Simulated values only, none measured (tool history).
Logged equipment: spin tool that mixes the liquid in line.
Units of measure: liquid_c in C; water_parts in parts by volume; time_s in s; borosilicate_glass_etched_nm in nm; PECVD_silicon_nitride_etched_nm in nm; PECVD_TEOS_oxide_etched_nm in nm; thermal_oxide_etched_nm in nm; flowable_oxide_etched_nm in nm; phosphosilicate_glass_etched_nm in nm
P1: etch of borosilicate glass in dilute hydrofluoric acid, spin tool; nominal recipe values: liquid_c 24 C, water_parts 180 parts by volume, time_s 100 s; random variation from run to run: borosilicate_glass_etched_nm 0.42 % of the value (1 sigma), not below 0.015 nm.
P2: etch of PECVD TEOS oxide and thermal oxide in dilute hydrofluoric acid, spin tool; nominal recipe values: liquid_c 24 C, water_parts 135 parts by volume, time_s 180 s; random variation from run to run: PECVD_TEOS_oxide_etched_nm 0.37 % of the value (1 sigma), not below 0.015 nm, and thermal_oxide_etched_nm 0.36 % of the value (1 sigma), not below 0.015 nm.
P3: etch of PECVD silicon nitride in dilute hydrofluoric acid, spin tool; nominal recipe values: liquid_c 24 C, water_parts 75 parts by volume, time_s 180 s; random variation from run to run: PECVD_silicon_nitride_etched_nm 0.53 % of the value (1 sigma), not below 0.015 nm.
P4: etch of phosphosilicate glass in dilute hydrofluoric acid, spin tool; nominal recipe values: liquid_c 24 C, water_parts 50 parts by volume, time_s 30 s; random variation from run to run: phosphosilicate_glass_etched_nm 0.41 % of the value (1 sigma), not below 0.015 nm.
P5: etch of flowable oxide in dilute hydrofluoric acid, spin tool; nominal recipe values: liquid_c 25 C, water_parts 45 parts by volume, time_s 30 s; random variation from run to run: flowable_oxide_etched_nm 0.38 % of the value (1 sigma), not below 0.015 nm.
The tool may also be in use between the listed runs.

run    day  process  liquid_c  water_parts  time_s  hours since the thermometer was replaced  hours since the hydrofluoric acid flow meter was replaced  borosilicate_glass_etched_nm  PECVD_silicon_nitride_etched_nm  PECVD_TEOS_oxide_etched_nm  thermal_oxide_etched_nm  flowable_oxide_etched_nm  phosphosilicate_glass_etched_nm
  1  0.129       P1        24          180     100                                     467.5                                                      166.2                        13.169
  2  0.342       P1        29          300     100                                     472.6                                                      171.3                        8.2308
  3  0.533       P3        24           75     180                                     477.2                                                      175.9                                                         5.8296
  4  0.633       P2        24          135     330                                     479.6                                                      178.3                                                                                     28.594                   11.035
  5  0.838       P1        24          180     100                                     484.5                                                      183.2                        13.154
  6  0.946       P2        19          135     180                                     487.1                                                      185.8                                                                                     12.832                   4.9318
  7  1.108       P1        17          180     100                                       491                                                      189.7                        9.9752
  8  1.221       P1        29          180     175                                     493.7                                                      192.4                        27.578
  9  1.404       P1        24          180     100                                     498.1                                                      196.8                        13.136
 10  1.571       P3      31.5           75     180                                     502.1                                                      200.8                                                         9.4728
 11  1.771       P1        24          180     100                                     506.9                                                      205.6                        13.038
 12  1.958       P3        24           75      60                                     511.4                                                      210.1                                                         1.9666
 13  2.133       P1        24           95     100                                     515.6                                                      214.3                        27.479
 14    2.3       P3        24           35     180                                     519.6                                                      218.3                                                         12.413
 15  2.496       P5        33           45      30                                     524.3                                                        223                                                                                                                                        23.986
 16  2.612       P1        24          180     100                                     527.1                                                      225.8                        13.239
 17  2.788       P1        24          180     175                                     531.3                                                        230                         22.89
 18  2.896       P1        24          180      35                                     533.9                                                      232.6                        4.6098
 19  3.079       P4        24           85      30                                     538.3                                                        237                                                                                                                                                                         21.716
 20  3.267       P1        24          330     100                                     542.8                                                      241.5                        6.1038
 21    3.4       P5        25           45      30                                       546                                                      244.7                                                                                                                                        17.605
 22  3.617       P5        25           45      15                                     551.2                                                      249.9                                                                                                                                         8.753
 23  3.825       P1      31.5          180     100                                     556.2                                                      254.9                        17.108
 24  3.925       P2        24          135     180                                     558.6                                                      257.3                                                                                     15.505                   6.0131
 25  4.088       P4        24           50      30                                     562.5                                                      261.2                                                                                                                                                                         38.308
 26  4.254       P1        24          180     100                                     566.5                                                      265.2                         13.07
 27  4.438       P2        24          135     180                                     570.9                                                      269.6                                                                                     15.556                   6.0459
 28  4.612       P4      31.5           50      30                                     575.1                                                      273.8                                                                                                                                                                         51.931
 29  4.721       P2        24          200     180                                     577.7                                                      276.4                                                                                     9.7604                   3.7509
 30  4.938       P5        25           70      30                                     582.9                                                      281.6                                                                                                                                        10.888
 31  5.108       P5        25           45      30                                       587                                                      285.7                                                                                                                                        17.478
 32   5.25       P4        24           50      50                                     590.4                                                      289.1                                                                                                                                                                         63.705
 33  5.442       P1        24          180     100                                       595                                                      293.7                        13.149

Run 34 comes next. What will it give?
 34  5.583       P1        24          180     100                                     598.4                                                      297.1                             ?

{"run 34": {"borosilicate_glass_etched_nm": 13.627}}
